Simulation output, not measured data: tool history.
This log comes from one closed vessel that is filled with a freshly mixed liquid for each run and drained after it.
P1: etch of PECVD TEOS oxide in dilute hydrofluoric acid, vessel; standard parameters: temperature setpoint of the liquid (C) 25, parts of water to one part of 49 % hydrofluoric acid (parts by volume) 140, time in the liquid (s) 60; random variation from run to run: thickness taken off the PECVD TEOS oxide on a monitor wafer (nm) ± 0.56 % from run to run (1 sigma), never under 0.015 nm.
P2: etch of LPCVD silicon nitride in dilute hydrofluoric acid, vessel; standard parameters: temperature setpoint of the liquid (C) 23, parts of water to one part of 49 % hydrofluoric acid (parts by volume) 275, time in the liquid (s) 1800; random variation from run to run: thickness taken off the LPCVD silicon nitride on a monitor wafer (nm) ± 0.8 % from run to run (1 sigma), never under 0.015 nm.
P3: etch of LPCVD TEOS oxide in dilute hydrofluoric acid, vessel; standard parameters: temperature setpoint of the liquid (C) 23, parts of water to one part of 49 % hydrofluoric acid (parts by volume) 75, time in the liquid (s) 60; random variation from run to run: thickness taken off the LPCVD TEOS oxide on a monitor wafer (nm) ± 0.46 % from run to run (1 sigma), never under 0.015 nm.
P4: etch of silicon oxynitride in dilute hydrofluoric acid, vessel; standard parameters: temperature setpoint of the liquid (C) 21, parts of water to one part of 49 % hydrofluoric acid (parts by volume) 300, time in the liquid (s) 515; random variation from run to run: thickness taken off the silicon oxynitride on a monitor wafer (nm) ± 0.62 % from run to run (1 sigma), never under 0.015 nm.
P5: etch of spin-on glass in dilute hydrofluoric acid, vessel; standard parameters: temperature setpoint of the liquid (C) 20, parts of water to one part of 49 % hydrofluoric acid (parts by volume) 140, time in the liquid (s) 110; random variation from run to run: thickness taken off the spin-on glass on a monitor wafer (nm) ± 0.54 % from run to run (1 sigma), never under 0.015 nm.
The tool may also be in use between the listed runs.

run	day	process that ran	temperature setpoint of the liquid (C)	parts of water to one part of 49 % hydrofluoric acid (parts by volume)	time in the liquid (s)	hours since the thermometer was replaced	hours since the hydrofluoric acid flow meter was replaced	thickness taken off the PECVD TEOS oxide on a monitor wafer (nm)	thickness taken off the silicon oxynitride on a monitor wafer (nm)	thickness taken off the spin-on glass on a monitor wafer (nm)	thickness taken off the LPCVD silicon nitride on a monitor wafer (nm)	thickness taken off the LPCVD TEOS oxide on a monitor wafer (nm)
1	0.188	P1	25	140	60	1424.7	415.6	4.5472				
2	0.375	P4	26	300	515	1429.2	420.1		6.6425			
3	0.600	P5	20	140	110	1434.6	425.5			18.1950		
4	0.821	P1	25	140	60	1439.9	430.8	4.5862				
5	1.125	P2	18	275	1800	1447.2	438.1				2.4516	
6	1.425	P1	25	140	30	1454.4	445.3	2.2523				
7	1.617	P1	25	140	60	1459.0	449.9	4.6047				
8	1.892	P1	31	140	60	1465.6	456.5	5.7271				
9	2.033	P3	27	75	60	1469.0	459.9					29.942
10	2.246	P2	23	275	1800	1474.1	465.0				3.3846	
11	2.504	P4	21	300	515	1480.3	471.2		5.4130			
12	2.758	P2	23	275	560	1486.4	477.3				1.0642	
13	2.996	P5	17	140	110	1492.1	483.0			16.1130		
14	3.150	P1	25	140	60	1495.8	486.7	4.6070				
15	3.312	P2	23	505	1800	1499.7	490.6				1.8423	
16	3.492	P5	20	245	110	1504.0	494.9			9.4314		
17	3.625	P1	20	140	60	1507.2	498.1	3.7833				
18	3.842	P1	25	245	60	1512.4	503.3	2.3426				
19	4.129	P3	23	140	60	1519.3	510.2					12.547
20	4.329	P5	20	140	185	1524.1	515.0			30.5510		
21	4.462	P4	21	500	515	1527.3	518.2		2.8948			
22	4.738	P1	25	55	30	1533.9	524.8	6.4436				
23	4.929	P1	25	140	60	1538.5	529.4	4.5451				
24	5.200	P1	25	25	60	1545.0	535.9	29.7500				
25	5.408	P1	18	70	60	1550.0	540.9	7.5571				
26	5.575	P3	23	75	60	1554.0	544.9					25.165
27	5.779	P2	23	275	1800	1558.9	549.8				3.3335	
28	5.958	P1	25	140	60	1563.2	554.1	4.5844				
29	6.150	P5	20	140	110	1567.8	558.7			18.0840		
# day 6.333: thermometer replaced
30	6.346	P4	21	300	755	0.4	563.4		7.8504			
31	6.508	P1	31	140	30	4.3	567.3	2.8685				
32	6.708	P4	21	300	515	9.1	572.1		5.4136			
33	6.904	P3	23	75	30	13.8	576.8					12.715
34	7.046	P1	25	140	110	17.2	580.2	8.4375				
35	7.288	P1	25	140	60	23.0	586.0	4.5908				

Run 36 comes next. What will it give?
36	7.546	P1	25	140	60	29.2	592.2	?				

thickness taken off the PECVD TEOS oxide on a monitor wafer (nm): 4.4496

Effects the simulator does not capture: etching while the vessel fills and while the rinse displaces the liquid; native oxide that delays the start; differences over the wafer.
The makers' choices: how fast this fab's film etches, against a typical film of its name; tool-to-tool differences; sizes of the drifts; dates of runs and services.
